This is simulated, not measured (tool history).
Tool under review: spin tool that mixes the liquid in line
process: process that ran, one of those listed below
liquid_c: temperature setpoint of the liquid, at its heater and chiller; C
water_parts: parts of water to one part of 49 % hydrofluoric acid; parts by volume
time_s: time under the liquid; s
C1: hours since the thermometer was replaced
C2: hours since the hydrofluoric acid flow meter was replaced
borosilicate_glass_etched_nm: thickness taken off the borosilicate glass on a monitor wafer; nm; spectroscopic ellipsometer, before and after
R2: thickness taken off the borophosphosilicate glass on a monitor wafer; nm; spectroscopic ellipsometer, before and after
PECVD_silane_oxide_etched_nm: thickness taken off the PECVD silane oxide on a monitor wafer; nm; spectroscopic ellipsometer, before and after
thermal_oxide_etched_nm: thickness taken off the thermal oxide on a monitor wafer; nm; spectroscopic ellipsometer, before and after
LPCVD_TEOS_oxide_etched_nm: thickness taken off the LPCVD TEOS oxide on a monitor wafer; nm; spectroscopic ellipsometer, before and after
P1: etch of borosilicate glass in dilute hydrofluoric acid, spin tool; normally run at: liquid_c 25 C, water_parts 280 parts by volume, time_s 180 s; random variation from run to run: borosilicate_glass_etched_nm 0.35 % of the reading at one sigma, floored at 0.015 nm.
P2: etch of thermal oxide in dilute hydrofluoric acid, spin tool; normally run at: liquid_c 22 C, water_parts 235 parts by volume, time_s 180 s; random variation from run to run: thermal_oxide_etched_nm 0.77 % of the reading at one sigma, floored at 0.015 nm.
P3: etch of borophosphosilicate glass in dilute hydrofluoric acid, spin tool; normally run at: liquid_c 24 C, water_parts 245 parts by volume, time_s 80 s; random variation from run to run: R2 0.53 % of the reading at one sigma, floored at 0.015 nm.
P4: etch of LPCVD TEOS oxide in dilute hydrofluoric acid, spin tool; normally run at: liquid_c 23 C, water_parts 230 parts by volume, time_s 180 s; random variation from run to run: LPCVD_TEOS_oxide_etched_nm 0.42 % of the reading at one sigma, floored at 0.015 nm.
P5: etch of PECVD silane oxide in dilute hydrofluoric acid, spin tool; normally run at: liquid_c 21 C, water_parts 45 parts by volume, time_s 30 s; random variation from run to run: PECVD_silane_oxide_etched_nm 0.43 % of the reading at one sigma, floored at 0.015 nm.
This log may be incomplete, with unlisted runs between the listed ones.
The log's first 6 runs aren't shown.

run 7 hour=81.6 | process=P1 liquid_c=25 water_parts=280 time_s=70 | C1=341.6 C2=721 | borosilicate_glass_etched_nm=4.5692
run 8 hour=100 | process=P1 liquid_c=25 water_parts=280 time_s=180 | C1=360 C2=739.4 | borosilicate_glass_etched_nm=11.785
run 9 hour=113.9 | process=P1 liquid_c=25 water_parts=280 time_s=180 | C1=373.9 C2=753.3 | borosilicate_glass_etched_nm=11.653
run 10 hour=122.6 | process=P2 liquid_c=22 water_parts=335 time_s=180 | C1=382.6 C2=762 | thermal_oxide_etched_nm=1.8286
run 11 hour=133.5 | process=P4 liquid_c=23 water_parts=230 time_s=180 | C1=393.5 C2=772.9 | LPCVD_TEOS_oxide_etched_nm=20.685
run 12 hour=149.4 | process=P3 liquid_c=30.5 water_parts=245 time_s=80 | C1=409.4 C2=788.8 | R2=23.756
run 13 hour=163.3 | process=P1 liquid_c=19.5 water_parts=280 time_s=320 | C1=423.3 C2=802.7 | borosilicate_glass_etched_nm=17.065
run 14 hour=177.5 | process=P2 liquid_c=22 water_parts=235 time_s=180 | C1=437.5 C2=816.9 | thermal_oxide_etched_nm=2.9044
run 15 hour=190.1 | process=P5 liquid_c=21 water_parts=45 time_s=30 | C1=450.1 C2=829.5 | PECVD_silane_oxide_etched_nm=16.598
-- hour=194.6 hydrofluoric acid flow meter replaced
run 16 hour=207.7 | process=P1 liquid_c=25 water_parts=280 time_s=180 | C1=467.7 C2=13.1 | borosilicate_glass_etched_nm=11.712
run 17 hour=225.5 | process=P1 liquid_c=29 water_parts=280 time_s=180 | C1=485.5 C2=30.9 | borosilicate_glass_etched_nm=13.376
run 18 hour=244.4 | process=P2 liquid_c=22 water_parts=235 time_s=180 | C1=504.4 C2=49.8 | thermal_oxide_etched_nm=2.9529
run 19 hour=262.5 | process=P5 liquid_c=21 water_parts=45 time_s=30 | C1=522.5 C2=67.9 | PECVD_silane_oxide_etched_nm=16.674
run 20 hour=273.6 | process=P1 liquid_c=25 water_parts=280 time_s=180 | C1=533.6 C2=79 | borosilicate_glass_etched_nm=11.802
run 21 hour=289.8 | process=P4 liquid_c=17 water_parts=230 time_s=180 | C1=549.8 C2=95.2 | LPCVD_TEOS_oxide_etched_nm=16.53
run 22 hour=298.4 | process=P3 liquid_c=24 water_parts=245 time_s=80 | C1=558.4 C2=103.8 | R2=19.073
run 23 hour=307.6 | process=P4 liquid_c=23 water_parts=405 time_s=180 | C1=567.6 C2=113 | LPCVD_TEOS_oxide_etched_nm=9.9845
run 24 hour=321.8 | process=P5 liquid_c=17 water_parts=45 time_s=30 | C1=581.8 C2=127.2 | PECVD_silane_oxide_etched_nm=14.097
run 25 hour=335.2 | process=P5 liquid_c=21 water_parts=45 time_s=55 | C1=595.2 C2=140.6 | PECVD_silane_oxide_etched_nm=30.552
run 26 hour=349.9 | process=P2 liquid_c=29.5 water_parts=235 time_s=180 | C1=609.9 C2=155.3 | thermal_oxide_etched_nm=3.7531
run 27 hour=363.4 | process=P4 liquid_c=23 water_parts=230 time_s=45 | C1=623.4 C2=168.8 | LPCVD_TEOS_oxide_etched_nm=5.166
run 28 hour=372.9 | process=P1 liquid_c=20.5 water_parts=280 time_s=180 | C1=632.9 C2=178.3 | borosilicate_glass_etched_nm=9.9014
run 29 hour=388.6 | process=P1 liquid_c=20.5 water_parts=120 time_s=180 | C1=648.6 C2=194 | borosilicate_glass_etched_nm=27.29
run 30 hour=400 | process=P1 liquid_c=25 water_parts=280 time_s=315 | C1=660 C2=205.4 | borosilicate_glass_etched_nm=20.562

Forecast run 31:
run 31 hour=418.5 | process=P4 liquid_c=23 water_parts=230 time_s=180 | C1=678.5 C2=223.9 | LPCVD_TEOS_oxide_etched_nm=?

{"run 31": {"LPCVD_TEOS_oxide_etched_nm": 20.8}}
